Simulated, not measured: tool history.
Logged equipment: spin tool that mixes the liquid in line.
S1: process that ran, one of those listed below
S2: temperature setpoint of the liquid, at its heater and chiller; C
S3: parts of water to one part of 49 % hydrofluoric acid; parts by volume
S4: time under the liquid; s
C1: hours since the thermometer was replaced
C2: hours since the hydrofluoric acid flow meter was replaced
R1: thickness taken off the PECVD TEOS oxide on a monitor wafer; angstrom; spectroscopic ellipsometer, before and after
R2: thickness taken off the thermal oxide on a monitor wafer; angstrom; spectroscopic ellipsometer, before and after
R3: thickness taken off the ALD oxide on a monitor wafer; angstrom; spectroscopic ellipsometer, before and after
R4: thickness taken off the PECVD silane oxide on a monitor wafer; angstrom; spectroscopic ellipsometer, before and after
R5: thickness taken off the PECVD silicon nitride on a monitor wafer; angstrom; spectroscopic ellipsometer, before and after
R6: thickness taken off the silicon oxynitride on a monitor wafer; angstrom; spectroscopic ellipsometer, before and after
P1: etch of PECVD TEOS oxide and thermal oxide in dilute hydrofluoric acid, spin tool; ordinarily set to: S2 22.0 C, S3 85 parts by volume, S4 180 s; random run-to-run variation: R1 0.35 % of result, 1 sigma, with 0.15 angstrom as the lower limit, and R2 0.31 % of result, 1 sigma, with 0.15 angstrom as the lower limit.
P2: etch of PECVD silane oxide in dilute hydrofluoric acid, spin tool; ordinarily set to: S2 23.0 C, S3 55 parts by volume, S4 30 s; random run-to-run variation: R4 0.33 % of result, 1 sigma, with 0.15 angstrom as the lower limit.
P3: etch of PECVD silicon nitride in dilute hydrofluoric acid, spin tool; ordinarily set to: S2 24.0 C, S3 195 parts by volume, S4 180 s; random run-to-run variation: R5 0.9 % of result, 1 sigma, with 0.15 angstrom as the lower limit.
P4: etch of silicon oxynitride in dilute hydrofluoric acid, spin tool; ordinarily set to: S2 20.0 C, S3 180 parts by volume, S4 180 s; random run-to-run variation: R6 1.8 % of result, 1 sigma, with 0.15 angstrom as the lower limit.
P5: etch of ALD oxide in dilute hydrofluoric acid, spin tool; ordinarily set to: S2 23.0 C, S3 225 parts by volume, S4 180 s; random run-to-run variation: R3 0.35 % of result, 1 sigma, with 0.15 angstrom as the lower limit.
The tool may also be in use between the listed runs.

run 1 hour=7.8 | S1=P1 S2=22.0 S3=85 S4=180 | C1=463.5 C2=442.4 | R1=287.270 R2=95.109
run 2 hour=13.9 | S1=P1 S2=22.0 S3=130 S4=180 | C1=469.6 C2=448.5 | R1=179.100 R2=59.808
run 3 hour=20.5 | S1=P1 S2=22.0 S3=50 S4=180 | C1=476.2 C2=455.1 | R1=512.320 R2=169.850
run 4 hour=28.5 | S1=P5 S2=17.0 S3=225 S4=180 | C1=484.2 C2=463.1 | R3=52.195
run 5 hour=34.7 | S1=P5 S2=23.0 S3=70 S4=180 | C1=490.4 C2=469.3 | R3=251.660
run 6 hour=40.1 | S1=P1 S2=22.0 S3=85 S4=180 | C1=495.8 C2=474.7 | R1=287.280 R2=95.739
run 7 hour=46.1 | S1=P2 S2=23.0 S3=55 S4=30 | C1=501.8 C2=480.7 | R4=230.63
run 8 hour=54.4 | S1=P1 S2=22.0 S3=85 S4=180 | C1=510.1 C2=489.0 | R1=289.150 R2=95.456
run 9 hour=61.5 | S1=P1 S2=17.0 S3=85 S4=180 | C1=517.2 C2=496.1 | R1=233.370 R2=77.719
run 10 hour=68.6 | S1=P1 S2=22.0 S3=85 S4=15 | C1=524.3 C2=503.2 | R1=24.073 R2=8.068
run 11 hour=75.1 | S1=P3 S2=24.0 S3=195 S4=290 | C1=530.8 C2=509.7 | R5=39.948
run 12 hour=81.0 | S1=P1 S2=22.0 S3=85 S4=180 | C1=536.7 C2=515.6 | R1=288.100 R2=95.499
run 13 hour=89.2 | S1=P1 S2=29.5 S3=25 S4=180 | C1=544.9 C2=523.8 | R1=1438.900 R2=480.710
run 14 hour=95.6 | S1=P4 S2=20.0 S3=180 S4=335 | C1=551.3 C2=530.2 | R6=21.484
run 15 hour=101.2 | S1=P1 S2=22.0 S3=85 S4=180 | C1=556.9 C2=535.8 | R1=287.520 R2=96.039
run 16 hour=107.5 | S1=P5 S2=23.0 S3=225 S4=180 | C1=563.2 C2=542.1 | R3=65.759
run 17 hour=113.1 | S1=P2 S2=23.0 S3=75 S4=30 | C1=568.8 C2=547.7 | R4=163.93
run 18 hour=119.3 | S1=P1 S2=28.5 S3=85 S4=50 | C1=575.0 C2=553.9 | R1=103.190 R2=34.053
run 19 hour=126.7 | S1=P2 S2=23.0 S3=55 S4=15 | C1=582.4 C2=561.3 | R4=115.58
run 20 hour=133.1 | S1=P1 S2=22.0 S3=85 S4=330 | C1=588.8 C2=567.7 | R1=523.660 R2=176.010
run 21 hour=137.4 | S1=P4 S2=27.5 S3=180 S4=180 | C1=593.1 C2=572.0 | R6=15.869
run 22 hour=144.3 | S1=P3 S2=24.0 S3=195 S4=180 | C1=600.0 C2=578.9 | R5=24.402
run 23 hour=152.3 | S1=P5 S2=23.0 S3=225 S4=280 | C1=608.0 C2=586.9 | R3=101.850
run 24 hour=159.6 | S1=P3 S2=17.0 S3=195 S4=180 | C1=615.3 C2=594.2 | R5=15.594
run 25 hour=166.5 | S1=P3 S2=24.0 S3=55 S4=180 | C1=622.2 C2=601.1 | R5=86.046
-- hour=167.1 thermometer replaced
run 26 hour=170.6 | S1=P1 S2=30.0 S3=120 S4=180 | C1=3.5 C2=605.2 | R1=265.780 R2=88.300
run 27 hour=175.9 | S1=P1 S2=26.0 S3=85 S4=180 | C1=8.8 C2=610.5 | R1=338.770 R2=112.260
run 28 hour=180.5 | S1=P1 S2=22.0 S3=85 S4=180 | C1=13.4 C2=615.1 | R1=288.900 R2=95.726
run 29 hour=188.2 | S1=P4 S2=20.0 S3=180 S4=180 | C1=21.1 C2=622.8 | R6=11.747
run 30 hour=192.6 | S1=P4 S2=20.0 S3=330 S4=180 | C1=25.5 C2=627.2 | R6=5.792
run 31 hour=199.4 | S1=P2 S2=30.5 S3=55 S4=30 | C1=32.3 C2=634.0 | R4=310.93
run 32 hour=205.9 | S1=P1 S2=22.0 S3=85 S4=180 | C1=38.8 C2=640.5 | R1=287.370 R2=95.750
run 33 hour=213.9 | S1=P1 S2=22.0 S3=85 S4=180 | C1=46.8 C2=648.5 | R1=296.570 R2=99.015
run 34 hour=218.0 | S1=P1 S2=22.0 S3=85 S4=180 | C1=50.9 C2=652.6 | R1=302.160 R2=99.396
run 35 hour=226.2 | S1=P1 S2=22.0 S3=85 S4=180 | C1=59.1 C2=660.8 | R1=305.050 R2=101.370
run 36 hour=232.6 | S1=P1 S2=22.0 S3=85 S4=180 | C1=65.5 C2=667.2 | R1=307.860 R2=102.200
run 37 hour=240.8 | S1=P1 S2=22.0 S3=85 S4=180 | C1=73.7 C2=675.4 | R1=307.710 R2=102.860
run 38 hour=245.6 | S1=P1 S2=22.0 S3=85 S4=180 | C1=78.5 C2=680.2 | R1=307.940 R2=102.040
run 39 hour=249.5 | S1=P1 S2=22.0 S3=85 S4=180 | C1=82.4 C2=684.1 | R1=308.840 R2=102.190
run 40 hour=254.7 | S1=P1 S2=22.0 S3=85 S4=180 | C1=87.6 C2=689.3 | R1=308.520 R2=103.290
run 41 hour=259.1 | S1=P1 S2=22.0 S3=85 S4=180 | C1=92.0 C2=693.7 | R1=307.210 R2=102.890
run 42 hour=263.5 | S1=P1 S2=22.0 S3=85 S4=180 | C1=96.4 C2=698.1 | R1=310.990 R2=102.880

Compared with where it was, what P1 gives has crept away. Each cause listed below fits the log as well as the rest, at the size given for it:
A: hydrofluoric acid flow above the setpoint (%) = 6.82
B: liquid hotter than its thermometer reads (K) = 1.8
The drift started at roughly hour 205.9.

Below are 4 check runs, each averaged over 2 wafers, with their results shown as question marks. Which of them would give clearly different results depending on which cause is behind the drift?
run check 1 hour=267.9 | S1=P3 S2=19.0 S3=195 S4=285 | R5=?
run check 2 hour=267.9 | S1=P4 S2=20.0 S3=280 S4=335 | R6=?
run check 3 hour=267.9 | S1=P2 S2=30.0 S3=55 S4=15 | R4=?
run check 4 hour=267.9 | S1=P5 S2=23.0 S3=110 S4=180 | R3=?

How each check would come out, cause by cause:
check=check_1 result=R5 if_A=30.174 if_B=31.867
check=check_2 result=R6 if_A=14.121 if_B=14.160
check=check_3 result=R4 if_A=163.56 if_B=163.31
check=check_4 result=R3 if_A=164.470 if_B=163.910
How far apart the two closest causes lie, in the result that separates them most: check 1 5.46 %; check 2 0.28 %; check 3 0.15 %; check 4 0.34 %
Only in check 1 would the causes give clearly different results; in the remaining checks their results would be nearly the same.

Running check 1 produced the following: R5 30.520 angstrom. Which one of the listed causes fits?

Of the candidate causes, it is A: hydrofluoric acid flow above the setpoint (%).
